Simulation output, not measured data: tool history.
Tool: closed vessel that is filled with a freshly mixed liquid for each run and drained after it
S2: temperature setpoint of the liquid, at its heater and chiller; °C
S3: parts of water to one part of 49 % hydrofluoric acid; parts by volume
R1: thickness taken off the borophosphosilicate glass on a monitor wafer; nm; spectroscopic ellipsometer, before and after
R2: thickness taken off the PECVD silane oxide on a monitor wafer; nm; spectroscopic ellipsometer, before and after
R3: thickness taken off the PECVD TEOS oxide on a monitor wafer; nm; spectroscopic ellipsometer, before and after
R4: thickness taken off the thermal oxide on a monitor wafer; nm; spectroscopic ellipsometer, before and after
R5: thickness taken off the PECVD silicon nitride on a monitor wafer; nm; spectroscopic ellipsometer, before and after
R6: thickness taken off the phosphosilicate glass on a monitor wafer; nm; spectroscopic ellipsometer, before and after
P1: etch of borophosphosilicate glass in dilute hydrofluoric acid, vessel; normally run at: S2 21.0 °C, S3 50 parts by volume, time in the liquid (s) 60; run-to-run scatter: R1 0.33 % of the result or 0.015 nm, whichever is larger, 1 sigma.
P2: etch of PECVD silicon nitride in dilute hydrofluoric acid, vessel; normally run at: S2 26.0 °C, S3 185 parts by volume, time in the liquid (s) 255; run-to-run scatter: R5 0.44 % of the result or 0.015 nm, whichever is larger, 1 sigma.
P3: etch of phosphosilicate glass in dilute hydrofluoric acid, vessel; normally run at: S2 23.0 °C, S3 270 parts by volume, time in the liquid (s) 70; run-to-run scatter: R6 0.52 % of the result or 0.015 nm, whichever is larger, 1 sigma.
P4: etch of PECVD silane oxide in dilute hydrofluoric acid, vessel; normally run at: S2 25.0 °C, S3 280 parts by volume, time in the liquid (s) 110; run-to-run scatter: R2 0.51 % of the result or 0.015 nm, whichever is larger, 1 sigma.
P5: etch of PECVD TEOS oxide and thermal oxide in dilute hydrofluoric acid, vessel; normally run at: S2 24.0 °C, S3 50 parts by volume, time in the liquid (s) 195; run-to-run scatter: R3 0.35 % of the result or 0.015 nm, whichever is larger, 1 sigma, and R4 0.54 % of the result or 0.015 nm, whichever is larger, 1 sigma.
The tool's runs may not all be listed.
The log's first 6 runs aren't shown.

{"run": 7, "hour": 104.2, "process that ran": "P1", "S2": 21.0, "S3": 50, "time in the liquid (s)": 60, "R1": 29.529}
{"run": 8, "hour": 115.8, "process that ran": "P2", "S2": 26.0, "S3": 185, "time in the liquid (s)": 255, "R5": 4.8953}
{"run": 9, "hour": 125.4, "process that ran": "P3", "S2": 23.0, "S3": 270, "time in the liquid (s)": 110, "R6": 47.116}
{"run": 10, "hour": 133.8, "process that ran": "P1", "S2": 21.0, "S3": 50, "time in the liquid (s)": 60, "R1": 29.354}
{"run": 11, "hour": 149.5, "process that ran": "P3", "S2": 27.5, "S3": 270, "time in the liquid (s)": 70, "R6": 35.052}
{"run": 12, "hour": 165.7, "process that ran": "P2", "S2": 21.0, "S3": 185, "time in the liquid (s)": 255, "R5": 3.5315}
{"run": 13, "hour": 180.0, "process that ran": "P1", "S2": 21.0, "S3": 20, "time in the liquid (s)": 30, "R1": 38.377}
{"run": 14, "hour": 193.1, "process that ran": "P1", "S2": 17.0, "S3": 50, "time in the liquid (s)": 60, "R1": 24.812}
{"run": 15, "hour": 204.8, "process that ran": "P1", "S2": 17.0, "S3": 50, "time in the liquid (s)": 30, "R1": 12.406}
{"run": 16, "hour": 222.6, "process that ran": "P1", "S2": 21.0, "S3": 50, "time in the liquid (s)": 30, "R1": 14.694}
{"run": 17, "hour": 239.8, "process that ran": "P5", "S2": 24.0, "S3": 50, "time in the liquid (s)": 350, "R3": 80.23, "R4": 34.757}
{"run": 18, "hour": 257.6, "process that ran": "P4", "S2": 25.0, "S3": 280, "time in the liquid (s)": 110, "R2": 7.6544}
{"run": 19, "hour": 266.9, "process that ran": "P2", "S2": 26.0, "S3": 185, "time in the liquid (s)": 30, "R5": 0.6053}
{"run": 20, "hour": 281.6, "process that ran": "P1", "S2": 21.0, "S3": 50, "time in the liquid (s)": 60, "R1": 29.661}
{"run": 21, "hour": 290.8, "process that ran": "P3", "S2": 23.0, "S3": 270, "time in the liquid (s)": 70, "R6": 30.033}
{"run": 22, "hour": 302.0, "process that ran": "P3", "S2": 23.0, "S3": 85, "time in the liquid (s)": 70, "R6": 116.62}
{"run": 23, "hour": 310.1, "process that ran": "P1", "S2": 21.0, "S3": 20, "time in the liquid (s)": 60, "R1": 76.242}
{"run": 24, "hour": 326.8, "process that ran": "P4", "S2": 25.0, "S3": 280, "time in the liquid (s)": 110, "R2": 7.6206}
{"run": 25, "hour": 338.3, "process that ran": "P1", "S2": 25.0, "S3": 50, "time in the liquid (s)": 60, "R1": 34.972}
{"run": 26, "hour": 346.4, "process that ran": "P5", "S2": 24.0, "S3": 50, "time in the liquid (s)": 195, "R3": 44.83, "R4": 19.505}
{"run": 27, "hour": 359.0, "process that ran": "P2", "S2": 26.0, "S3": 305, "time in the liquid (s)": 255, "R5": 3.0083}
{"run": 28, "hour": 370.0, "process that ran": "P1", "S2": 17.0, "S3": 50, "time in the liquid (s)": 90, "R1": 37.214}
{"run": 29, "hour": 383.5, "process that ran": "P4", "S2": 25.0, "S3": 65, "time in the liquid (s)": 110, "R2": 41.926}
{"run": 30, "hour": 395.1, "process that ran": "P1", "S2": 21.0, "S3": 85, "time in the liquid (s)": 60, "R1": 16.546}

Forecast run 31:
{"run": 31, "hour": 408.9, "process that ran": "P1", "S2": 21.0, "S3": 50, "time in the liquid (s)": 100, "R1": "?"}

R1: 49.240 nm

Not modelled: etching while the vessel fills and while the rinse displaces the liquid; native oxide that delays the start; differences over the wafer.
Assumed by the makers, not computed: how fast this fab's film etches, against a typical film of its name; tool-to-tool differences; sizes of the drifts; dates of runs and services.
